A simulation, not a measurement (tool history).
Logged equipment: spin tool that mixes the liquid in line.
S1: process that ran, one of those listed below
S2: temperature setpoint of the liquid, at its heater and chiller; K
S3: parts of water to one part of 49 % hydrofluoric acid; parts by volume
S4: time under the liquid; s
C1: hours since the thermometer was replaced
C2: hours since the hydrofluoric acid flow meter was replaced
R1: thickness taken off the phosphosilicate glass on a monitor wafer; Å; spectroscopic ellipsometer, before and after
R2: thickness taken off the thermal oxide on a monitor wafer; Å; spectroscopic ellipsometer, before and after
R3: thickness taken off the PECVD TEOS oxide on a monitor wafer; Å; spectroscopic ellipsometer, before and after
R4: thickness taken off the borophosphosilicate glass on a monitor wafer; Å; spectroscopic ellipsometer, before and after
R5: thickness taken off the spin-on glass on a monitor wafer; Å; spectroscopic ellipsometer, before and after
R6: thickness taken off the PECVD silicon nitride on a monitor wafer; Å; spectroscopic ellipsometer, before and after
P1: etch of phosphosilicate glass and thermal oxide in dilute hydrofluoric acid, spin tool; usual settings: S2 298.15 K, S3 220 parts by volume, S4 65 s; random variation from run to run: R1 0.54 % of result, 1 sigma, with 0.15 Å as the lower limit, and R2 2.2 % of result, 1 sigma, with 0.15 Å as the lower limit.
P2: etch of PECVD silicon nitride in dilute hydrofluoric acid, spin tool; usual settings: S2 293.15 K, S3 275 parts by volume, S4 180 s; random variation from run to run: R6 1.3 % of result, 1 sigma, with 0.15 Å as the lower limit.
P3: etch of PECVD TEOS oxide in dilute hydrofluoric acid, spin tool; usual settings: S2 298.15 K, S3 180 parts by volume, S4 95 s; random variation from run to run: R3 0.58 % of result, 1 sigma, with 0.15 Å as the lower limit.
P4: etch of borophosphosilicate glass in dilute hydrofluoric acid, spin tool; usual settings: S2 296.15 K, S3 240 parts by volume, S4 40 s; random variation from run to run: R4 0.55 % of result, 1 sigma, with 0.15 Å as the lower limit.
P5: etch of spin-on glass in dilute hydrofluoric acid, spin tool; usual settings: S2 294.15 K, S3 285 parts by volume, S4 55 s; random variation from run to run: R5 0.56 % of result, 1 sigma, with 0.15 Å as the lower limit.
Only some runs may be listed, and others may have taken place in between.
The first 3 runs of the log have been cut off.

| run | hour | S1 | S2 | S3 | S4 | C1 | C2 | R1 | R2 | R3 | R4 | R5 | R6 |
|---|---|---|---|---|---|---|---|---|---|---|---|---|---|
| 4 | 19.4 | P1 | 298.15 | 220 | 65 | 181.3 | 478.9 | 301.84 | 12.077 |  |  |  |  |
| 5 | 24.8 | P4 | 290.15 | 240 | 40 | 186.7 | 484.3 |  |  |  | 76.052 |  |  |
| 6 | 29.6 | P1 | 298.15 | 395 | 35 | 191.5 | 489.1 | 74.817 | 3.1682 |  |  |  |  |
| 7 | 36.4 | P5 | 294.15 | 415 | 55 | 198.3 | 495.9 |  |  |  |  | 26.361 |  |
| 8 | 40.9 | P1 | 298.15 | 385 | 65 | 202.8 | 500.4 | 145.21 | 6.214 |  |  |  |  |
| 9 | 46.3 | P1 | 298.15 | 220 | 65 | 208.2 | 505.8 | 298.01 | 12.538 |  |  |  |  |
| 10 | 49.8 | P1 | 298.15 | 220 | 65 | 211.7 | 509.3 | 302.37 | 12.384 |  |  |  |  |
| 11 | 53.5 | P5 | 290.65 | 285 | 55 | 215.4 | 513 |  |  |  |  | 37.619 |  |
| 12 | 59.1 | P2 | 293.15 | 275 | 285 | 221 | 518.6 |  |  |  |  |  | 26.466 |
| 13 | 62.9 | P1 | 294.15 | 220 | 65 | 224.8 | 522.4 | 258.5 | 10.699 |  |  |  |  |
| 14 | 68.1 | P4 | 296.15 | 240 | 40 | 230 | 527.6 |  |  |  | 94.699 |  |  |
| 15 | 71.8 | P5 | 294.15 | 285 | 110 | 233.7 | 531.3 |  |  |  |  | 84.464 |  |
| 16 | 76.8 | P3 | 293.15 | 180 | 95 | 238.7 | 536.3 |  |  | 82.257 |  |  |  |
| 17 | 83.2 | P4 | 296.15 | 125 | 40 | 245.1 | 542.7 |  |  |  | 203.3 |  |  |
| 18 | 88.3 | P1 | 298.15 | 45 | 65 | 250.2 | 547.8 | 1821.6 | 75.44 |  |  |  |  |
| 19 | 93.5 | P5 | 294.15 | 285 | 55 | 255.4 | 553 |  |  |  |  | 42.866 |  |
| 20 | 99.6 | P4 | 296.15 | 240 | 80 | 261.5 | 559.1 |  |  |  | 188.81 |  |  |
| 21 | 106.5 | P1 | 298.15 | 220 | 65 | 268.4 | 566 | 299.41 | 11.923 |  |  |  |  |
| 22 | 110.1 | P1 | 303.15 | 220 | 40 | 272 | 569.6 | 219.91 | 8.5404 |  |  |  |  |
| 23 | 115.8 | P1 | 291.65 | 220 | 20 | 277.7 | 575.3 | 72.906 | 2.7534 |  |  |  |  |
| 24 | 119.6 | P2 | 293.15 | 275 | 180 | 281.5 | 579.1 |  |  |  |  |  | 16.448 |

Run 25 is up next; what results do you expect?
| 25 | 126.6 | P2 | 293.15 | 275 | 180 | 288.5 | 586.1 |  |  |  |  |  | ? |

Logged for run 25: R6 16.791 Å.
